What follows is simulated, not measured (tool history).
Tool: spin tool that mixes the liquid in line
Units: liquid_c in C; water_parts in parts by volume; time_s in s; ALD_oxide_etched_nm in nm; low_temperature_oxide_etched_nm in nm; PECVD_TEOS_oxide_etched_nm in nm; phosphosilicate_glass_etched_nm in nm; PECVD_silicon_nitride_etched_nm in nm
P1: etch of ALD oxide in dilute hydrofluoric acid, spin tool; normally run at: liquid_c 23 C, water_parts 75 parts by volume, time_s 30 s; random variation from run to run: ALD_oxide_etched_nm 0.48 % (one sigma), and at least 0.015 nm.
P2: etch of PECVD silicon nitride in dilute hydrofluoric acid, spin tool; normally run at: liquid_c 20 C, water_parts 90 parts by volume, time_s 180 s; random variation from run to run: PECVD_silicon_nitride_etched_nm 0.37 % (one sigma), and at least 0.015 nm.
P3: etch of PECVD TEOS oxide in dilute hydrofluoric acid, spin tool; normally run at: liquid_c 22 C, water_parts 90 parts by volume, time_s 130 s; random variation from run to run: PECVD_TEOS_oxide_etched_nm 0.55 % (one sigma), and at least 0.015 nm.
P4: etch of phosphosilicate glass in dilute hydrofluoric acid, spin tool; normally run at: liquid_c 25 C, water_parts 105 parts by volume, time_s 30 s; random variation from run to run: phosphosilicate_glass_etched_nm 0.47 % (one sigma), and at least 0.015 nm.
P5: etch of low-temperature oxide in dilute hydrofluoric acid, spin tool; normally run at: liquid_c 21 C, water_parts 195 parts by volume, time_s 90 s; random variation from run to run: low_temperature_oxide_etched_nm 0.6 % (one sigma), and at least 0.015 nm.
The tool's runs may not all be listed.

run	hour	process	liquid_c	water_parts	time_s	hours since the thermometer was replaced	hours since the hydrofluoric acid flow meter was replaced	ALD_oxide_etched_nm	low_temperature_oxide_etched_nm	PECVD_TEOS_oxide_etched_nm	phosphosilicate_glass_etched_nm	PECVD_silicon_nitride_etched_nm
1	5.7	P1	23	75	30	147.7	502.8	12.796				
2	13.2	P1	23	75	15	155.2	510.3	6.3286				
3	21.2	P1	23	75	30	163.2	518.3	12.689				
4	29.1	P1	23	75	30	171.1	526.2	12.769				
5	33.1	P1	17.5	20	30	175.1	530.2	40.274				
6	39	P1	27.5	75	30	181	536.1	15.273				
7	46.2	P5	21	195	90	188.2	543.3		4.8673			
8	50.9	P1	23	140	30	192.9	548	6.3128				
9	54.6	P3	22	90	15	196.6	551.7			1.8419		
10	61.1	P5	21	195	90	203.1	558.2		4.9849			
11	65.3	P4	25	50	30	207.3	562.4				40.254	
12	71.3	P2	20	45	180	213.3	568.4					13.061
13	77.4	P5	21	355	90	219.4	574.5		2.3185			
14	83.4	P3	22	90	130	225.4	580.5			15.928		
15	91	P2	20	90	85	233	588.1					3.1377
16	96	P3	22	90	130	238	593.1			16.078		
17	102.5	P4	25	105	30	244.5	599.6				17.671	
18	108.2	P3	17	90	130	250.2	605.3			12.956		
19	113.8	P1	23	75	30	255.8	610.9	12.678				
20	119.7	P5	21	195	165	261.7	616.8		9.111			
21	125.6	P4	18	105	30	267.6	622.7				13.449	
22	130.1	P1	23	75	30	272.1	627.2	12.763				
23	138.1	P4	25	105	15	280.1	635.2				8.9689	
24	144.9	P2	20	90	180	286.9	642					6.6641
25	149.7	P1	23	30	30	291.7	646.8	33.659				
26	156.8	P3	22	140	130	298.8	653.9			9.7662		
27	164.5	P5	26.5	195	90	306.5	661.6		6.06			

Run 28 comes next. What will it give?
# hour 164.7: hydrofluoric acid flow meter replaced
28	169.1	P1	23	75	50	311.1	4.5	?				

{"run 28": {"ALD_oxide_etched_nm": 20.975}}
